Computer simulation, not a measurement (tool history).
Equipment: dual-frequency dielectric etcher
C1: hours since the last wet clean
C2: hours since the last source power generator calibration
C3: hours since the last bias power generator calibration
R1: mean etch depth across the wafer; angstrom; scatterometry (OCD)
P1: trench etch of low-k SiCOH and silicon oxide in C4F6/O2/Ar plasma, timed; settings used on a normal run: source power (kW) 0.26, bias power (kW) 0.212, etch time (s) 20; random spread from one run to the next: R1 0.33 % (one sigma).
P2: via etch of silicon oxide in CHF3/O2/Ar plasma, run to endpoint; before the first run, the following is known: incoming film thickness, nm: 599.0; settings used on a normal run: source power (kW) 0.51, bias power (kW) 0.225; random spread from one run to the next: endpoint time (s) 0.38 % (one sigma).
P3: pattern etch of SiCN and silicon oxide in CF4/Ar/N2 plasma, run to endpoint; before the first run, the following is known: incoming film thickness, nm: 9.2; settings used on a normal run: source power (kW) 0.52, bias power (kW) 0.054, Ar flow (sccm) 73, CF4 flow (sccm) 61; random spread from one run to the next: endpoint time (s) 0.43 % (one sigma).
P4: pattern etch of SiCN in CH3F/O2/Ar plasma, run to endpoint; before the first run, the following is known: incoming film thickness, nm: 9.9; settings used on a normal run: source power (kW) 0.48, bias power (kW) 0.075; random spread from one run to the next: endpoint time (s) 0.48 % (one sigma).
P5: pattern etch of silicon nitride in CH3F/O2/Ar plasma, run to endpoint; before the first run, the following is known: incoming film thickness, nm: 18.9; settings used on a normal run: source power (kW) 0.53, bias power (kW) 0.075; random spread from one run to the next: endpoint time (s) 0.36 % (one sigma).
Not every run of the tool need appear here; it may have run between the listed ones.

run 1 day=0.117 | process_that_ran=P1 source_power_(kW)=0.26 bias_power_(kW)=0.212 etch_time_(s)=20 | C1=280.3 C2=889.2 C3=2577.5 | R1=545.78
run 2 day=0.288 | process_that_ran=P3 source_power_(kW)=0.52 bias_power_(kW)=0.054 Ar_flow_(sccm)=87 CF4_flow_(sccm)=61 | C1=284.4 C2=893.3 C3=2581.6 | endpoint_time_(s)=10.424
run 3 day=0.425 | process_that_ran=P5 source_power_(kW)=0.34 bias_power_(kW)=0.075 | C1=287.7 C2=896.6 C3=2584.9 | endpoint_time_(s)=28.689
run 4 day=0.638 | process_that_ran=P2 source_power_(kW)=0.51 bias_power_(kW)=0.225 | C1=292.8 C2=901.7 C3=2590 | endpoint_time_(s)=306.68
run 5 day=0.833 | process_that_ran=P4 source_power_(kW)=0.48 bias_power_(kW)=0.075 | C1=297.5 C2=906.4 C3=2594.7 | endpoint_time_(s)=23.818
run 6 day=0.971 | process_that_ran=P4 source_power_(kW)=0.29 bias_power_(kW)=0.075 | C1=300.8 C2=909.7 C3=2598 | endpoint_time_(s)=28.7
run 7 day=1.2 | process_that_ran=P1 source_power_(kW)=0.26 bias_power_(kW)=0.212 etch_time_(s)=13.5 | C1=306.3 C2=915.2 C3=2603.5 | R1=368
run 8 day=1.338 | process_that_ran=P1 source_power_(kW)=0.26 bias_power_(kW)=0.212 etch_time_(s)=20 | C1=309.6 C2=918.5 C3=2606.8 | R1=545.31
run 9 day=1.5 | process_that_ran=P1 source_power_(kW)=0.21 bias_power_(kW)=0.246 etch_time_(s)=20 | C1=313.5 C2=922.4 C3=2610.7 | R1=531.59
run 10 day=1.746 | process_that_ran=P1 source_power_(kW)=0.26 bias_power_(kW)=0.165 etch_time_(s)=20 | C1=319.4 C2=928.3 C3=2616.6 | R1=501.86
run 11 day=1.996 | process_that_ran=P3 source_power_(kW)=0.52 bias_power_(kW)=0.054 Ar_flow_(sccm)=73 CF4_flow_(sccm)=42 | C1=325.4 C2=934.3 C3=2622.6 | endpoint_time_(s)=10.768
run 12 day=2.204 | process_that_ran=P5 source_power_(kW)=0.53 bias_power_(kW)=0.075 | C1=330.4 C2=939.3 C3=2627.6 | endpoint_time_(s)=24.2
run 13 day=2.342 | process_that_ran=P3 source_power_(kW)=0.52 bias_power_(kW)=0.054 Ar_flow_(sccm)=73 CF4_flow_(sccm)=61 | C1=333.7 C2=942.6 C3=2630.9 | endpoint_time_(s)=10.135
run 14 day=2.479 | process_that_ran=P1 source_power_(kW)=0.26 bias_power_(kW)=0.152 etch_time_(s)=29 | C1=337 C2=945.9 C3=2634.2 | R1=711.31
run 15 day=2.717 | process_that_ran=P4 source_power_(kW)=0.48 bias_power_(kW)=0.098 | C1=342.7 C2=951.6 C3=2639.9 | endpoint_time_(s)=21.489
run 16 day=2.904 | process_that_ran=P3 source_power_(kW)=0.74 bias_power_(kW)=0.054 Ar_flow_(sccm)=73 CF4_flow_(sccm)=61 | C1=347.2 C2=956.1 C3=2644.4 | endpoint_time_(s)=7.3478
run 17 day=3.162 | process_that_ran=P1 source_power_(kW)=0.26 bias_power_(kW)=0.256 etch_time_(s)=20 | C1=353.4 C2=962.3 C3=2650.6 | R1=584.83
run 18 day=3.333 | process_that_ran=P1 source_power_(kW)=0.26 bias_power_(kW)=0.212 etch_time_(s)=20 | C1=357.5 C2=966.4 C3=2654.7 | R1=546.07
run 19 day=3.483 | process_that_ran=P1 source_power_(kW)=0.21 bias_power_(kW)=0.212 etch_time_(s)=20 | C1=361.1 C2=970 C3=2658.3 | R1=502.01
run 20 day=3.738 | process_that_ran=P1 source_power_(kW)=0.26 bias_power_(kW)=0.212 etch_time_(s)=25 | C1=367.2 C2=976.1 C3=2664.4 | R1=681.98
run 21 day=3.988 | process_that_ran=P1 source_power_(kW)=0.31 bias_power_(kW)=0.212 etch_time_(s)=20 | C1=373.2 C2=982.1 C3=2670.4 | R1=581.73
run 22 day=4.192 | process_that_ran=P1 source_power_(kW)=0.26 bias_power_(kW)=0.212 etch_time_(s)=20 | C1=378.1 C2=987 C3=2675.3 | R1=547.22
run 23 day=4.433 | process_that_ran=P5 source_power_(kW)=0.53 bias_power_(kW)=0.092 | C1=383.9 C2=992.8 C3=2681.1 | endpoint_time_(s)=22.731
-- day=4.583 source power generator calibrated
run 24 day=4.658 | process_that_ran=P1 source_power_(kW)=0.26 bias_power_(kW)=0.212 etch_time_(s)=20 | C1=389.3 C2=1.9 C3=2686.5 | R1=544.89
run 25 day=4.883 | process_that_ran=P1 source_power_(kW)=0.17 bias_power_(kW)=0.212 etch_time_(s)=28.5 | C1=394.7 C2=7.3 C3=2691.9 | R1=658.2
run 26 day=5.046 | process_that_ran=P2 source_power_(kW)=0.65 bias_power_(kW)=0.225 | C1=398.6 C2=11.2 C3=2695.8 | endpoint_time_(s)=280.41
run 27 day=5.246 | process_that_ran=P1 source_power_(kW)=0.26 bias_power_(kW)=0.212 etch_time_(s)=20 | C1=403.4 C2=16 C3=2700.6 | R1=547.14
run 28 day=5.454 | process_that_ran=P4 source_power_(kW)=0.48 bias_power_(kW)=0.075 | C1=408.4 C2=21 C3=2705.6 | endpoint_time_(s)=23.799
run 29 day=5.654 | process_that_ran=P3 source_power_(kW)=0.52 bias_power_(kW)=0.07 Ar_flow_(sccm)=73 CF4_flow_(sccm)=61 | C1=413.2 C2=25.8 C3=2710.4 | endpoint_time_(s)=9.3406
run 30 day=5.796 | process_that_ran=P2 source_power_(kW)=0.51 bias_power_(kW)=0.136 | C1=416.6 C2=29.2 C3=2713.8 | endpoint_time_(s)=362.91
run 31 day=6.042 | process_that_ran=P1 source_power_(kW)=0.26 bias_power_(kW)=0.212 etch_time_(s)=20 | C1=422.5 C2=35.1 C3=2719.7 | R1=547.27
run 32 day=6.296 | process_that_ran=P1 source_power_(kW)=0.26 bias_power_(kW)=0.212 etch_time_(s)=20 | C1=428.6 C2=41.2 C3=2725.8 | R1=539.66
run 33 day=6.483 | process_that_ran=P1 source_power_(kW)=0.26 bias_power_(kW)=0.212 etch_time_(s)=20 | C1=433.1 C2=45.7 C3=2730.3 | R1=539.95
-- day=6.492 wet clean of the chamber
run 34 day=6.717 | process_that_ran=P1 source_power_(kW)=0.26 bias_power_(kW)=0.212 etch_time_(s)=20 | C1=5.4 C2=51.3 C3=2735.9 | R1=538.42
run 35 day=6.846 | process_that_ran=P1 source_power_(kW)=0.26 bias_power_(kW)=0.212 etch_time_(s)=20 | C1=8.5 C2=54.4 C3=2739 | R1=538.61
run 36 day=7.025 | process_that_ran=P1 source_power_(kW)=0.26 bias_power_(kW)=0.212 etch_time_(s)=20 | C1=12.8 C2=58.7 C3=2743.3 | R1=537.31
run 37 day=7.2 | process_that_ran=P1 source_power_(kW)=0.26 bias_power_(kW)=0.212 etch_time_(s)=20 | C1=17 C2=62.9 C3=2747.5 | R1=537.67
run 38 day=7.321 | process_that_ran=P1 source_power_(kW)=0.26 bias_power_(kW)=0.212 etch_time_(s)=20 | C1=19.9 C2=65.8 C3=2750.4 | R1=537.55

The output of P1 has drifted from where it used to be. Each of the 2 causes below, taken at the size shown beside it, accounts for the log equally well:
A: bias power that arrives under what is set, % = 4.76
B: source power that arrives under what is set, % = 4.19
The onset of the drift is placed at about day 6.042.
Excluded causes, each with its reason:
chamber walls in a state that lowers the etch rate, %: its service at day 6.492 followed the start of the drift and did not put the process back to its old value

Of the 4 check runs below, each run on 2 wafers with the results averaged and each result still a question mark, which one would tell the listed causes apart?
run check 1 day=7.442 | process_that_ran=P5 source_power_(kW)=0.53 bias_power_(kW)=0.087 | endpoint_time_(s)=?
run check 2 day=7.442 | process_that_ran=P3 source_power_(kW)=0.52 bias_power_(kW)=0.07 Ar_flow_(sccm)=73 CF4_flow_(sccm)=61 | endpoint_time_(s)=?
run check 3 day=7.442 | process_that_ran=P4 source_power_(kW)=0.38 bias_power_(kW)=0.075 | endpoint_time_(s)=?
run check 4 day=7.442 | process_that_ran=P2 source_power_(kW)=0.65 bias_power_(kW)=0.178 | endpoint_time_(s)=?

How each check would come out, cause by cause:
check=check_1 result=endpoint_time_(s) if_A=23.493 if_B=23.474
check=check_2 result=endpoint_time_(s) if_A=9.4684 if_B=9.6821
check=check_3 result=endpoint_time_(s) if_A=26.398 if_B=26.363
check=check_4 result=endpoint_time_(s) if_A=307.04 if_B=307.1
Gap, in per cent, between the two causes that each check separates least, read from the result that separates them most: check 1 0.08 %; check 2 2.23 %; check 3 0.13 %; check 4 0.02 %
Check 2 tells the causes apart: in the others they would give nearly the same result.

Check 2 was carried out, with these results: endpoint time (s) 9.4433. Which of the listed causes is responsible?

It is A: bias power that arrives under what is set, %.

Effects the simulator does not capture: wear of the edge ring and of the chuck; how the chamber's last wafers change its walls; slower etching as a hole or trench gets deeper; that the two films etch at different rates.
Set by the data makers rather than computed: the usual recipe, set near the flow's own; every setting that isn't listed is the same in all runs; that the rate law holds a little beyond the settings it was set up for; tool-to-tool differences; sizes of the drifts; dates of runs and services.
